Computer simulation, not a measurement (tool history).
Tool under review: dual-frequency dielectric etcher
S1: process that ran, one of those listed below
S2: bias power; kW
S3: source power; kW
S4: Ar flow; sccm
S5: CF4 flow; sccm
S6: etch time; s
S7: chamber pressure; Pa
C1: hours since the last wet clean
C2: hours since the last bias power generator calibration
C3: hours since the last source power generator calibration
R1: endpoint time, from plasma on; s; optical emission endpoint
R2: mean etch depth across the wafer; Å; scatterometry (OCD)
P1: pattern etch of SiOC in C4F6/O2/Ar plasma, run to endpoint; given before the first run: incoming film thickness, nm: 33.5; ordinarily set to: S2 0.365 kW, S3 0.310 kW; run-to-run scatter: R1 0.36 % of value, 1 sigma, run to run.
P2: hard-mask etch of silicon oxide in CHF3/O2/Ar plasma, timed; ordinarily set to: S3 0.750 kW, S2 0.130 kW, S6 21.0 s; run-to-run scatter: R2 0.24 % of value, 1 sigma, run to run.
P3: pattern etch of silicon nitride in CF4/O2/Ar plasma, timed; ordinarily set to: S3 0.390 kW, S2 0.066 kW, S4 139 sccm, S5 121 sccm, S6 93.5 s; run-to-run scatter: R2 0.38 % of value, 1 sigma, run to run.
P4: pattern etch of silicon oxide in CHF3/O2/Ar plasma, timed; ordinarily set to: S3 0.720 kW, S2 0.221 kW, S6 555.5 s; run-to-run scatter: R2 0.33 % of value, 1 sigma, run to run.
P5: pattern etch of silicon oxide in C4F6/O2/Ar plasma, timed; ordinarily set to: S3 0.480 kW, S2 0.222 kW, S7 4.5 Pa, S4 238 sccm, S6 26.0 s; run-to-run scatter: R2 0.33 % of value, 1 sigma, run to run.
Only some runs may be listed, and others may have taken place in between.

{"run": 1, "hour": 11.4, "S1": "P1", "S2": 0.365, "S3": 0.31, "C1": 429.2, "C2": 1890.5, "C3": 1755.4, "R1": 13.408}
{"run": 2, "hour": 18.0, "S1": "P3", "S2": 0.066, "S3": 0.39, "S4": 81, "S5": 121, "S6": 93.5, "C1": 435.8, "C2": 1897.1, "C3": 1762.0, "R2": 1639.4}
{"run": 3, "hour": 26.5, "S1": "P5", "S2": 0.222, "S3": 0.48, "S4": 238, "S6": 26.0, "S7": 4.5, "C1": 444.3, "C2": 1905.6, "C3": 1770.5, "R2": 946.73}
{"run": 4, "hour": 37.7, "S1": "P1", "S2": 0.51, "S3": 0.31, "C1": 455.5, "C2": 1916.8, "C3": 1781.7, "R1": 11.784}
{"run": 5, "hour": 44.0, "S1": "P5", "S2": 0.222, "S3": 0.48, "S4": 238, "S6": 26.0, "S7": 5.7, "C1": 461.8, "C2": 1923.1, "C3": 1788.0, "R2": 925.62}
{"run": 6, "hour": 54.0, "S1": "P3", "S2": 0.066, "S3": 0.39, "S4": 139, "S5": 121, "S6": 54.0, "C1": 471.8, "C2": 1933.1, "C3": 1798.0, "R2": 898.43}
{"run": 7, "hour": 63.8, "S1": "P5", "S2": 0.222, "S3": 0.48, "S4": 301, "S6": 26.0, "S7": 4.5, "C1": 481.6, "C2": 1942.9, "C3": 1807.8, "R2": 930.12}
{"hour": 71.9, "done": "source power generator calibrated"}
{"run": 8, "hour": 73.8, "S1": "P1", "S2": 0.303, "S3": 0.2, "C1": 491.6, "C2": 1952.9, "C3": 2.0, "R1": 16.807}
{"run": 9, "hour": 83.6, "S1": "P3", "S2": 0.066, "S3": 0.39, "S4": 139, "S5": 121, "S6": 93.5, "C1": 501.4, "C2": 1962.7, "C3": 11.8, "R2": 1551.7}
{"run": 10, "hour": 95.3, "S1": "P1", "S2": 0.365, "S3": 0.31, "C1": 513.1, "C2": 1974.4, "C3": 23.5, "R1": 13.341}
{"run": 11, "hour": 104.1, "S1": "P1", "S2": 0.222, "S3": 0.31, "C1": 521.9, "C2": 1983.2, "C3": 32.3, "R1": 15.969}
{"run": 12, "hour": 114.5, "S1": "P1", "S2": 0.365, "S3": 0.31, "C1": 532.3, "C2": 1993.6, "C3": 42.7, "R1": 13.276}
{"run": 13, "hour": 123.9, "S1": "P2", "S2": 0.13, "S3": 0.48, "S6": 21.0, "C1": 541.7, "C2": 2003.0, "C3": 52.1, "R2": 337.78}
{"run": 14, "hour": 131.0, "S1": "P1", "S2": 0.365, "S3": 0.2, "C1": 548.8, "C2": 2010.1, "C3": 59.2, "R1": 15.754}
{"run": 15, "hour": 140.9, "S1": "P4", "S2": 0.221, "S3": 0.53, "S6": 555.5, "C1": 558.7, "C2": 2020.0, "C3": 69.1, "R2": 11158.0}
{"hour": 146.7, "done": "wet clean of the chamber"}
{"run": 16, "hour": 148.9, "S1": "P3", "S2": 0.087, "S3": 0.39, "S4": 139, "S5": 121, "S6": 93.5, "C1": 2.2, "C2": 2028.0, "C3": 77.1, "R2": 1739.7}
{"run": 17, "hour": 160.1, "S1": "P5", "S2": 0.222, "S3": 0.48, "S4": 238, "S6": 16.5, "S7": 4.5, "C1": 13.4, "C2": 2039.2, "C3": 88.3, "R2": 605.61}
{"run": 18, "hour": 171.3, "S1": "P5", "S2": 0.222, "S3": 0.38, "S4": 238, "S6": 26.0, "S7": 4.5, "C1": 24.6, "C2": 2050.4, "C3": 99.5, "R2": 873.81}
{"run": 19, "hour": 182.4, "S1": "P2", "S2": 0.104, "S3": 0.75, "S6": 21.0, "C1": 35.7, "C2": 2061.5, "C3": 110.6, "R2": 376.7}
{"run": 20, "hour": 191.8, "S1": "P2", "S2": 0.13, "S3": 0.75, "S6": 29.5, "C1": 45.1, "C2": 2070.9, "C3": 120.0, "R2": 563.91}
{"run": 21, "hour": 203.2, "S1": "P5", "S2": 0.308, "S3": 0.48, "S4": 238, "S6": 26.0, "S7": 4.5, "C1": 56.5, "C2": 2082.3, "C3": 131.4, "R2": 1069.7}
{"run": 22, "hour": 209.8, "S1": "P2", "S2": 0.13, "S3": 0.75, "S6": 21.0, "C1": 63.1, "C2": 2088.9, "C3": 138.0, "R2": 400.82}
{"run": 23, "hour": 216.6, "S1": "P4", "S2": 0.221, "S3": 0.72, "S6": 555.5, "C1": 69.9, "C2": 2095.7, "C3": 144.8, "R2": 12491.0}
{"run": 24, "hour": 227.0, "S1": "P1", "S2": 0.365, "S3": 0.31, "C1": 80.3, "C2": 2106.1, "C3": 155.2, "R1": 13.317}
{"run": 25, "hour": 234.6, "S1": "P1", "S2": 0.365, "S3": 0.31, "C1": 87.9, "C2": 2113.7, "C3": 162.8, "R1": 13.272}
{"run": 26, "hour": 240.9, "S1": "P4", "S2": 0.221, "S3": 0.72, "S6": 555.5, "C1": 94.2, "C2": 2120.0, "C3": 169.1, "R2": 12489.0}
{"run": 27, "hour": 247.3, "S1": "P3", "S2": 0.066, "S3": 0.27, "S4": 139, "S5": 121, "S6": 93.5, "C1": 100.6, "C2": 2126.4, "C3": 175.5, "R2": 1127.0}
{"run": 28, "hour": 255.4, "S1": "P1", "S2": 0.365, "S3": 0.31, "C1": 108.7, "C2": 2134.5, "C3": 183.6, "R1": 13.394}
{"run": 29, "hour": 262.9, "S1": "P4", "S2": 0.131, "S3": 0.72, "S6": 555.5, "C1": 116.2, "C2": 2142.0, "C3": 191.1, "R2": 10524.0}
{"run": 30, "hour": 271.0, "S1": "P4", "S2": 0.221, "S3": 0.72, "S6": 799.5, "C1": 124.3, "C2": 2150.1, "C3": 199.2, "R2": 18016.0}
{"run": 31, "hour": 278.8, "S1": "P3", "S2": 0.066, "S3": 0.39, "S4": 139, "S5": 163, "S6": 93.5, "C1": 132.1, "C2": 2157.9, "C3": 207.0, "R2": 1602.8}
{"run": 32, "hour": 284.7, "S1": "P1", "S2": 0.365, "S3": 0.4, "C1": 138.0, "C2": 2163.8, "C3": 212.9, "R1": 12.095}
{"run": 33, "hour": 293.0, "S1": "P2", "S2": 0.13, "S3": 0.75, "S6": 21.0, "C1": 146.3, "C2": 2172.1, "C3": 221.2, "R2": 402.12}
{"run": 34, "hour": 299.2, "S1": "P3", "S2": 0.066, "S3": 0.39, "S4": 139, "S5": 121, "S6": 93.5, "C1": 152.5, "C2": 2178.3, "C3": 227.4, "R2": 1549.6}
{"run": 35, "hour": 307.2, "S1": "P1", "S2": 0.365, "S3": 0.31, "C1": 160.5, "C2": 2186.3, "C3": 235.4, "R1": 13.226}
{"run": 36, "hour": 316.8, "S1": "P1", "S2": 0.365, "S3": 0.31, "C1": 170.1, "C2": 2195.9, "C3": 245.0, "R1": 13.517}
{"run": 37, "hour": 322.2, "S1": "P1", "S2": 0.365, "S3": 0.31, "C1": 175.5, "C2": 2201.3, "C3": 250.4, "R1": 13.597}
{"run": 38, "hour": 334.1, "S1": "P1", "S2": 0.365, "S3": 0.31, "C1": 187.4, "C2": 2213.2, "C3": 262.3, "R1": 13.635}
{"hour": 339.2, "done": "wet clean of the chamber"}
{"run": 39, "hour": 343.7, "S1": "P1", "S2": 0.365, "S3": 0.31, "C1": 4.5, "C2": 2222.8, "C3": 271.9, "R1": 13.604}
{"run": 40, "hour": 350.5, "S1": "P1", "S2": 0.365, "S3": 0.31, "C1": 11.3, "C2": 2229.6, "C3": 278.7, "R1": 13.68}
{"run": 41, "hour": 361.5, "S1": "P1", "S2": 0.365, "S3": 0.31, "C1": 22.3, "C2": 2240.6, "C3": 289.7, "R1": 13.607}

Something has made what P1 gives creep away from where it was; the 2 causes below, each at its own stated size, fit the log equally well:
A: source power that arrives under what is set, % = 4.67
B: bias power that arrives under what is set, % = 4.83
The drift started at roughly hour 307.2.
Every other cause this tool's parts could produce, and why it does not fit the log:
chamber walls in a state that lowers the etch rate, %: was serviced at hour 339.2, once the creep was under way, yet the earlier output never came back

The list below offers 4 check runs, each averaging the results of 2 wafers, and shows each result as a question mark. For which of them would the listed causes give clearly different results?
{"run": "check 1", "hour": 372.5, "S1": "P5", "S2": 0.297, "S3": 0.48, "S4": 238, "S6": 18.5, "S7": 4.5, "R2": "?"}
{"run": "check 2", "hour": 372.5, "S1": "P2", "S2": 0.13, "S3": 0.5, "S6": 26.5, "R2": "?"}
{"run": "check 3", "hour": 372.5, "S1": "P3", "S2": 0.066, "S3": 0.39, "S4": 103, "S5": 153, "S6": 93.5, "R2": "?"}
{"run": "check 4", "hour": 372.5, "S1": "P4", "S2": 0.221, "S3": 0.59, "S6": 797.0, "R2": "?"}

Check results expected under each cause:
check=check_1 result=R2 if_A=735.91 if_B=736.78
check=check_2 result=R2 if_A=424.67 if_B=425.91
check=check_3 result=R2 if_A=1573.90 if_B=1609.90
check=check_4 result=R2 if_A=16360.00 if_B=16373.00
Per-check spread between the two closest causes, in the result where they differ most: check 1 0.12 %; check 2 0.29 %; check 3 2.26 %; check 4 0.08 %
Of the check runs offered, only check 3 discriminates between the causes; the rest would read about the same regardless of which cause applies.

Running check 3 produced the following: R2 1577.00 Å. Which one of the listed causes fits?

The correct cause is A, namely: source power that arrives under what is set, %.

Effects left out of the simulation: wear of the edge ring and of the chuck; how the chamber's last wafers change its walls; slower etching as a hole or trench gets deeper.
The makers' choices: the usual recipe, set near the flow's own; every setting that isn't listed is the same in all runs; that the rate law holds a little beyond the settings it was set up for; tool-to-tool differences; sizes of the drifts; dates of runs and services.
